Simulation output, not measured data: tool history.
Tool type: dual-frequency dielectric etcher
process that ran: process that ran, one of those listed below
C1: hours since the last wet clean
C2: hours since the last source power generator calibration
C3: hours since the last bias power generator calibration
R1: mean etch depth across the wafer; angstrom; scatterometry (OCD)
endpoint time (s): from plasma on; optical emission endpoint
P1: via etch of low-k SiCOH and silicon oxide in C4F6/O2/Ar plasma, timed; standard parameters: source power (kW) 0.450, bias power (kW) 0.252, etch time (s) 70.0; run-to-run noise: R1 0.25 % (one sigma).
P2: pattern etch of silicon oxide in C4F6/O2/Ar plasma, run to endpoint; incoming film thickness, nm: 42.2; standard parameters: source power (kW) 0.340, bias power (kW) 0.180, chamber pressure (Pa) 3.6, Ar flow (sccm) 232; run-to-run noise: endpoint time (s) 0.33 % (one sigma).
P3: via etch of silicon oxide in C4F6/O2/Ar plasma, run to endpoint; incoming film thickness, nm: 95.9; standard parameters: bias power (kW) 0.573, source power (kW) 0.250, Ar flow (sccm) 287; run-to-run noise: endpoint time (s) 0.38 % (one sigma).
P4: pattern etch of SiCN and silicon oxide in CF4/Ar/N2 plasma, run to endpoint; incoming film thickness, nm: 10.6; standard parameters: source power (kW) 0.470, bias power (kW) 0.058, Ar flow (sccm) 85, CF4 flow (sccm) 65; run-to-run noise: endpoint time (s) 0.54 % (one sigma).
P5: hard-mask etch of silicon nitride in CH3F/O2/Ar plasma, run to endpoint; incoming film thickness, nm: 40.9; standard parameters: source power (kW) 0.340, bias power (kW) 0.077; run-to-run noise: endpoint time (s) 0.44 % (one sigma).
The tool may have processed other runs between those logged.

run 1 hour=7.8 | process_that_ran=P1 source_power_(kW)=0.450 bias_power_(kW)=0.252 etch_time_(s)=70.0 | C1=179.6 C2=635.9 C3=1354.4 | R1=2282.5
run 2 hour=17.1 | process_that_ran=P1 source_power_(kW)=0.450 bias_power_(kW)=0.252 etch_time_(s)=70.0 | C1=188.9 C2=645.2 C3=1363.7 | R1=2280.1
run 3 hour=22.1 | process_that_ran=P5 source_power_(kW)=0.270 bias_power_(kW)=0.077 | C1=193.9 C2=650.2 C3=1368.7 | endpoint_time_(s)=67.0750
run 4 hour=27.7 | process_that_ran=P1 source_power_(kW)=0.630 bias_power_(kW)=0.252 etch_time_(s)=70.0 | C1=199.5 C2=655.8 C3=1374.3 | R1=2605.8
run 5 hour=35.9 | process_that_ran=P2 source_power_(kW)=0.260 bias_power_(kW)=0.180 chamber_pressure_(Pa)=3.6 Ar_flow_(sccm)=232 | C1=207.7 C2=664.0 C3=1382.5 | endpoint_time_(s)=15.2140
run 6 hour=44.1 | process_that_ran=P4 source_power_(kW)=0.630 bias_power_(kW)=0.058 Ar_flow_(sccm)=85 CF4_flow_(sccm)=65 | C1=215.9 C2=672.2 C3=1390.7 | endpoint_time_(s)=9.9678
run 7 hour=49.1 | process_that_ran=P4 source_power_(kW)=0.470 bias_power_(kW)=0.042 Ar_flow_(sccm)=85 CF4_flow_(sccm)=65 | C1=220.9 C2=677.2 C3=1395.7 | endpoint_time_(s)=14.1760
run 8 hour=59.6 | process_that_ran=P3 source_power_(kW)=0.250 bias_power_(kW)=0.573 Ar_flow_(sccm)=287 | C1=231.4 C2=687.7 C3=1406.2 | endpoint_time_(s)=23.2830
run 9 hour=64.4 | process_that_ran=P1 source_power_(kW)=0.450 bias_power_(kW)=0.252 etch_time_(s)=70.0 | C1=236.2 C2=692.5 C3=1411.0 | R1=2285.9
run 10 hour=69.8 | process_that_ran=P3 source_power_(kW)=0.250 bias_power_(kW)=0.693 Ar_flow_(sccm)=287 | C1=241.6 C2=697.9 C3=1416.4 | endpoint_time_(s)=21.6500
run 11 hour=79.0 | process_that_ran=P1 source_power_(kW)=0.340 bias_power_(kW)=0.252 etch_time_(s)=92.0 | C1=250.8 C2=707.1 C3=1425.6 | R1=2694.4
run 12 hour=89.8 | process_that_ran=P2 source_power_(kW)=0.340 bias_power_(kW)=0.180 chamber_pressure_(Pa)=3.6 Ar_flow_(sccm)=232 | C1=261.6 C2=717.9 C3=1436.4 | endpoint_time_(s)=13.6400
run 13 hour=95.5 | process_that_ran=P3 source_power_(kW)=0.160 bias_power_(kW)=0.573 Ar_flow_(sccm)=287 | C1=267.3 C2=723.6 C3=1442.1 | endpoint_time_(s)=27.4610
run 14 hour=105.5 | process_that_ran=P1 source_power_(kW)=0.450 bias_power_(kW)=0.252 etch_time_(s)=42.0 | C1=277.3 C2=733.6 C3=1452.1 | R1=1372.1
run 15 hour=115.7 | process_that_ran=P1 source_power_(kW)=0.290 bias_power_(kW)=0.302 etch_time_(s)=70.0 | C1=287.5 C2=743.8 C3=1462.3 | R1=2058.2
run 16 hour=122.8 | process_that_ran=P1 source_power_(kW)=0.330 bias_power_(kW)=0.252 etch_time_(s)=70.0 | C1=294.6 C2=750.9 C3=1469.4 | R1=2027.0
run 17 hour=133.2 | process_that_ran=P5 source_power_(kW)=0.340 bias_power_(kW)=0.077 | C1=305.0 C2=761.3 C3=1479.8 | endpoint_time_(s)=61.6070
run 18 hour=140.7 | process_that_ran=P4 source_power_(kW)=0.470 bias_power_(kW)=0.058 Ar_flow_(sccm)=85 CF4_flow_(sccm)=65 | C1=312.5 C2=768.8 C3=1487.3 | endpoint_time_(s)=12.7750
run 19 hour=147.3 | process_that_ran=P1 source_power_(kW)=0.450 bias_power_(kW)=0.171 etch_time_(s)=70.0 | C1=319.1 C2=775.4 C3=1493.9 | R1=2023.0
run 20 hour=153.0 | process_that_ran=P4 source_power_(kW)=0.470 bias_power_(kW)=0.058 Ar_flow_(sccm)=59 CF4_flow_(sccm)=65 | C1=324.8 C2=781.1 C3=1499.6 | endpoint_time_(s)=12.0900
run 21 hour=159.8 | process_that_ran=P1 source_power_(kW)=0.450 bias_power_(kW)=0.252 etch_time_(s)=70.0 | C1=331.6 C2=787.9 C3=1506.4 | R1=2285.9
run 22 hour=168.5 | process_that_ran=P4 source_power_(kW)=0.470 bias_power_(kW)=0.058 Ar_flow_(sccm)=85 CF4_flow_(sccm)=47 | C1=340.3 C2=796.6 C3=1515.1 | endpoint_time_(s)=13.4660
run 23 hour=176.0 | process_that_ran=P5 source_power_(kW)=0.340 bias_power_(kW)=0.077 | C1=347.8 C2=804.1 C3=1522.6 | endpoint_time_(s)=62.3000
run 24 hour=182.6 | process_that_ran=P3 source_power_(kW)=0.250 bias_power_(kW)=0.573 Ar_flow_(sccm)=207 | C1=354.4 C2=810.7 C3=1529.2 | endpoint_time_(s)=22.4710
run 25 hour=189.3 | process_that_ran=P2 source_power_(kW)=0.340 bias_power_(kW)=0.225 chamber_pressure_(Pa)=3.6 Ar_flow_(sccm)=232 | C1=361.1 C2=817.4 C3=1535.9 | endpoint_time_(s)=12.7440
run 26 hour=197.0 | process_that_ran=P1 source_power_(kW)=0.620 bias_power_(kW)=0.252 etch_time_(s)=56.5 | C1=368.8 C2=825.1 C3=1543.6 | R1=2090.8
run 27 hour=205.6 | process_that_ran=P5 source_power_(kW)=0.340 bias_power_(kW)=0.108 | C1=377.4 C2=833.7 C3=1552.2 | endpoint_time_(s)=54.8080
run 28 hour=211.9 | process_that_ran=P2 source_power_(kW)=0.340 bias_power_(kW)=0.180 chamber_pressure_(Pa)=5.1 Ar_flow_(sccm)=232 | C1=383.7 C2=840.0 C3=1558.5 | endpoint_time_(s)=14.3820
run 29 hour=222.5 | process_that_ran=P1 source_power_(kW)=0.450 bias_power_(kW)=0.252 etch_time_(s)=70.0 | C1=394.3 C2=850.6 C3=1569.1 | R1=2281.8
run 30 hour=232.3 | process_that_ran=P2 source_power_(kW)=0.340 bias_power_(kW)=0.180 chamber_pressure_(Pa)=3.6 Ar_flow_(sccm)=283 | C1=404.1 C2=860.4 C3=1578.9 | endpoint_time_(s)=14.0150
run 31 hour=238.7 | process_that_ran=P1 source_power_(kW)=0.450 bias_power_(kW)=0.252 etch_time_(s)=101.0 | C1=410.5 C2=866.8 C3=1585.3 | R1=3311.3
run 32 hour=248.8 | process_that_ran=P1 source_power_(kW)=0.450 bias_power_(kW)=0.329 etch_time_(s)=70.0 | C1=420.6 C2=876.9 C3=1595.4 | R1=2508.1
run 33 hour=256.0 | process_that_ran=P1 source_power_(kW)=0.450 bias_power_(kW)=0.252 etch_time_(s)=70.0 | C1=427.8 C2=884.1 C3=1602.6 | R1=2283.6
run 34 hour=263.3 | process_that_ran=P1 source_power_(kW)=0.450 bias_power_(kW)=0.252 etch_time_(s)=70.0 | C1=435.1 C2=891.4 C3=1609.9 | R1=2273.1
run 35 hour=269.8 | process_that_ran=P1 source_power_(kW)=0.450 bias_power_(kW)=0.252 etch_time_(s)=70.0 | C1=441.6 C2=897.9 C3=1616.4 | R1=2268.5
run 36 hour=275.0 | process_that_ran=P1 source_power_(kW)=0.450 bias_power_(kW)=0.252 etch_time_(s)=70.0 | C1=446.8 C2=903.1 C3=1621.6 | R1=2263.2
run 37 hour=283.7 | process_that_ran=P1 source_power_(kW)=0.450 bias_power_(kW)=0.252 etch_time_(s)=70.0 | C1=455.5 C2=911.8 C3=1630.3 | R1=2259.5
run 38 hour=293.2 | process_that_ran=P1 source_power_(kW)=0.450 bias_power_(kW)=0.252 etch_time_(s)=70.0 | C1=465.0 C2=921.3 C3=1639.8 | R1=2253.7
run 39 hour=303.7 | process_that_ran=P1 source_power_(kW)=0.450 bias_power_(kW)=0.252 etch_time_(s)=70.0 | C1=475.5 C2=931.8 C3=1650.3 | R1=2258.6
-- hour=304.9 wet clean of the chamber
run 40 hour=313.3 | process_that_ran=P1 source_power_(kW)=0.450 bias_power_(kW)=0.252 etch_time_(s)=70.0 | C1=8.5 C2=941.4 C3=1659.9 | R1=2253.7
run 41 hour=323.0 | process_that_ran=P1 source_power_(kW)=0.450 bias_power_(kW)=0.252 etch_time_(s)=70.0 | C1=18.2 C2=951.1 C3=1669.6 | R1=2253.5

What P1 gives has crept off from where it sat before. The 2 causes that follow fit the log equally well, each at the size noted:
A: bias power that arrives under what is set, % = 4.72
B: source power that arrives under what is set, % = 4.13
Creep in the process output first set in at about hour 256.0.
Every other cause this tool's parts could produce, and why it does not fit the log:
chamber walls in a state that lowers the etch rate, %: work on it at hour 304.9, done after the drift set in, did not restore what the process gave before

The 4 check runs listed below each average the results of 3 wafers, and their outcomes are marked with question marks. Under which run would the listed causes produce clearly different results?
run check 1 hour=332.7 | process_that_ran=P2 source_power_(kW)=0.340 bias_power_(kW)=0.180 chamber_pressure_(Pa)=3.6 Ar_flow_(sccm)=232 | endpoint_time_(s)=?
run check 2 hour=332.7 | process_that_ran=P3 source_power_(kW)=0.250 bias_power_(kW)=0.573 Ar_flow_(sccm)=287 | endpoint_time_(s)=?
run check 3 hour=332.7 | process_that_ran=P4 source_power_(kW)=0.470 bias_power_(kW)=0.058 Ar_flow_(sccm)=85 CF4_flow_(sccm)=65 | endpoint_time_(s)=?
run check 4 hour=332.7 | process_that_ran=P5 source_power_(kW)=0.340 bias_power_(kW)=0.077 | endpoint_time_(s)=?

Expected result of each check under each candidate cause:
check=check_1 result=endpoint_time_(s) if_A=13.9200 if_B=13.9330
check=check_2 result=endpoint_time_(s) if_A=23.7650 if_B=23.6840
check=check_3 result=endpoint_time_(s) if_A=13.0040 if_B=13.2980
check=check_4 result=endpoint_time_(s) if_A=62.8790 if_B=62.8110
Per-check spread between the two closest causes, in the result where they differ most: check 1 0.1 %; check 2 0.34 %; check 3 2.24 %; check 4 0.11 %
The other checks would show nearly matching results whichever cause is true, so check 3 is the only one that separates the causes.

Check 3 was then run and gave: endpoint time (s) 13.2520. Which cause is it?

It was cause B: source power that arrives under what is set, %.
